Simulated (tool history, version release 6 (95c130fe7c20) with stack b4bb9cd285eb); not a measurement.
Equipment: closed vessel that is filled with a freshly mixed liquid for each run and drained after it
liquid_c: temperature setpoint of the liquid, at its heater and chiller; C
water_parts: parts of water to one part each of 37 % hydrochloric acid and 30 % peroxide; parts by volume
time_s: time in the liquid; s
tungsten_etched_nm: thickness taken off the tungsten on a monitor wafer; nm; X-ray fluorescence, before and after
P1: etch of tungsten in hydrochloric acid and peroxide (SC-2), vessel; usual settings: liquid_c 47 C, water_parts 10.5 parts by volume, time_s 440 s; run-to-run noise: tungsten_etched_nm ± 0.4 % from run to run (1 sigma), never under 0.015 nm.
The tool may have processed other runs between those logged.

run   hour  liquid_c  water_parts  time_s  hours since the thermometer was replaced  hours since the chemicals flow meter was replaced  hours since the drum of peroxide was connected  tungsten_etched_nm
  1    9.1        47         10.5     440                                    1367.7                                                248                                           463.6              49.373
  2   18.3        47         10.5     740                                    1376.9                                              257.2                                           472.8              82.923
  3   28.7        36         10.5     440                                    1387.3                                              267.6                                           483.2              22.922
  4   34.3        47         10.5     440                                    1392.9                                              273.2                                           488.8              49.279
  5   42.7        47         10.5     440                                    1401.3                                              281.6                                           497.2               49.66
  6   47.7        47         10.5     440                                    1406.3                                              286.6                                           502.2              49.574
      52.6  -- new drum of peroxide connected
  7   53.7        47            4     440                                    1412.3                                              292.6                                             1.2              103.37
  8   62.6        47           15     440                                    1421.2                                              301.5                                            10.1              36.261
  9   69.1        47           16     705                                    1427.7                                                308                                            16.6               54.88
 10   75.5        47         10.5     440                                    1434.1                                              314.4                                              23              49.608
 11   80.1        47         10.5      30                                    1438.7                                                319                                            27.6              3.3745
 12   87.2        61          4.5     440                                    1445.8                                              326.1                                            34.7              236.72
 13   96.2        40           17     440                                    1454.8                                              335.1                                            43.7              20.064
 14  106.5      62.5         10.5     440                                    1465.1                                              345.4                                              54              135.13

Run 15 has not been measured yet. What should we expect?
 15   115        47         10.5     440                                    1473.6                                              353.9                                            62.5                   ?

tungsten_etched_nm: 49.684 nm

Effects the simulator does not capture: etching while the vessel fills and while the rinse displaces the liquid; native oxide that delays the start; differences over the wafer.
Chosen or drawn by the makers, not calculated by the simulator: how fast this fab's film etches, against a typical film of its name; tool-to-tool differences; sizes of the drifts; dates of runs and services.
